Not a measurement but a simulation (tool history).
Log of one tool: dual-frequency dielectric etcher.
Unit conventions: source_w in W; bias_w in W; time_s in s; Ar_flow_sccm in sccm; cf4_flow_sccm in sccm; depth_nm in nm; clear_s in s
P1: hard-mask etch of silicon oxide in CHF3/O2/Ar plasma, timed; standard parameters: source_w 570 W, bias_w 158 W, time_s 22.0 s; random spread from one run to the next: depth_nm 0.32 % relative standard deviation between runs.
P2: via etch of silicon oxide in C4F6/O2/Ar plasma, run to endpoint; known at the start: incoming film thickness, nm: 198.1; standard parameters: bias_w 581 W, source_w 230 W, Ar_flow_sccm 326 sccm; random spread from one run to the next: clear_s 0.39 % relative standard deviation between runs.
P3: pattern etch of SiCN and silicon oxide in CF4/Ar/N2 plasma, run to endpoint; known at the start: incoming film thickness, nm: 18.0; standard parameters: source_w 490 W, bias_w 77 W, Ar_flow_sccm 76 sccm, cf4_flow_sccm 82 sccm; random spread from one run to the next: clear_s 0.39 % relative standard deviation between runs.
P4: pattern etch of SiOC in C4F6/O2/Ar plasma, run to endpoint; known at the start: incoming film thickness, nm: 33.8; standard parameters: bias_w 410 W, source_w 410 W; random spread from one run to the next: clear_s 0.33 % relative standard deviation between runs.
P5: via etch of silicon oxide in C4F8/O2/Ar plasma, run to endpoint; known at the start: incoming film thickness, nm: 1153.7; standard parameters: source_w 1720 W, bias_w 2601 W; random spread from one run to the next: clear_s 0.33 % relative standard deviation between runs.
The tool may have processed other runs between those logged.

run,day,process,source_w,bias_w,time_s,Ar_flow_sccm,cf4_flow_sccm,hours since the last wet clean,hours since the last source power generator calibration,hours since the last bias power generator calibration,depth_nm,clear_s
1,0.238,P1,570,158,22.0,,,86.4,1212.1,1430.6,40.809,
2,0.425,P1,570,158,22.0,,,90.9,1216.6,1435.1,40.690,
3,0.575,P1,570,158,28.0,,,94.5,1220.2,1438.7,51.517,
4,0.767,P5,1720,2601,,,,99.1,1224.8,1443.3,,232.100
5,0.883,P1,570,222,22.0,,,101.9,1227.6,1446.1,45.713,
6,1.104,P2,230,404,,326,,107.2,1232.9,1451.4,,58.210
7,1.267,P4,410,269,,,,111.1,1236.8,1455.3,,14.031
8,1.375,P5,1720,2058,,,,113.7,1239.4,1457.9,,248.820
9,1.592,P3,630,77,,76,82,118.9,1244.6,1463.1,,14.816
10,1.796,P1,570,119,22.0,,,123.8,1249.5,1468.0,36.965,
11,2.004,P2,230,581,,326,,128.8,1254.5,1473.0,,50.211
12,2.233,P3,490,77,,101,82,134.3,1260.0,1478.5,,19.051
13,2.471,P3,490,77,,76,63,140.0,1265.7,1484.2,,19.250
14,2.675,P1,370,158,22.0,,,144.9,1270.6,1489.1,34.402,
15,2.796,P1,570,158,22.0,,,147.8,1273.5,1492.0,40.912,
16,3.025,P1,570,158,14.5,,,153.3,1279.0,1497.5,26.834,
17,3.262,P3,490,97,,76,82,159.0,1284.7,1503.2,,17.131
18,3.504,P1,680,158,22.0,,,164.8,1290.5,1509.0,43.478,
19,3.704,P4,480,410,,,,169.6,1295.3,1513.8,,11.486
20,3.879,P2,230,581,,326,,173.8,1299.5,1518.0,,50.683
21,4.033,P1,460,203,22.0,,,177.5,1303.2,1521.7,40.996,
22,4.262,P4,410,410,,,,183.0,1308.7,1527.2,,12.133
23,4.392,P2,230,581,,389,,186.1,1311.8,1530.3,,51.648
24,4.608,P1,570,158,22.0,,,191.3,1317.0,1535.5,40.707,
25,4.771,P2,150,581,,326,,195.2,1320.9,1539.4,,58.636
26,5.004,P3,490,77,,76,82,200.8,1326.5,1545.0,,18.367
27,5.192,P1,570,158,22.0,,,205.3,1331.0,1549.5,40.829,
28,5.317,P1,570,158,22.0,,,208.3,1334.0,1552.5,40.516,
29,5.550,P4,410,410,,,,213.9,1339.6,1558.1,,12.171
30,5.717,P5,1170,2601,,,,217.9,1343.6,1562.1,,270.620
31,5.954,P1,570,158,22.0,,,223.6,1349.3,1567.8,40.804,
32,6.083,P1,570,158,22.0,,,226.7,1352.4,1570.9,40.459,
33,6.208,P1,570,158,22.0,,,229.7,1355.4,1573.9,40.128,
34,6.317,P1,570,158,22.0,,,232.3,1358.0,1576.5,40.118,
# day 6.442: wet clean of the chamber
35,6.546,P1,570,158,22.0,,,2.5,1363.5,1582.0,39.801,
36,6.750,P1,570,158,22.0,,,7.4,1368.4,1586.9,40.056,
37,6.942,P1,570,158,22.0,,,12.0,1373.0,1591.5,40.306,
38,7.062,P1,570,158,22.0,,,14.9,1375.9,1594.4,39.789,

Something has made what P1 gives creep away from where it was; the 2 causes below, each at its own stated size, fit the log equally well:
A: source power that arrives under what is set, % = 4.03
B: bias power that arrives under what is set, % = 4.73
The drift started at roughly day 5.954.
Ruled out, with reasons:
chamber walls in a state that lowers the etch rate, %: was serviced at day 6.442, once the creep was under way, yet the earlier output never came back

You are offered 4 check runs, listed below with question marks in place of their results; each one averages 2 wafers. Which run separates the listed causes by giving clearly different results for each?
check 1,7.183,P2,230,581,,326,,,,,,?
check 2,7.183,P3,490,77,,76,82,,,,,?
check 3,7.183,P5,1720,2601,,,,,,,,?
check 4,7.183,P4,410,410,,,,,,,,?

Check results expected under each cause:
check,result,if A,if B
check 1,clear_s,51.232,51.435
check 2,clear_s,19.116,18.717
check 3,clear_s,235.960,235.630
check 4,clear_s,12.304,12.331
Per check, the gap between the least separated pair of causes, taken in the result that splits them most: check 1 0.4 %; check 2 2.11 %; check 3 0.14 %; check 4 0.22 %
Check 2 distinguishes between the causes, while the remaining checks would return nearly the same result for all of them.

Here is what check 2 returned: clear_s 18.787 s. Which cause is it?

The correct cause is B, namely: bias power that arrives under what is set, %.
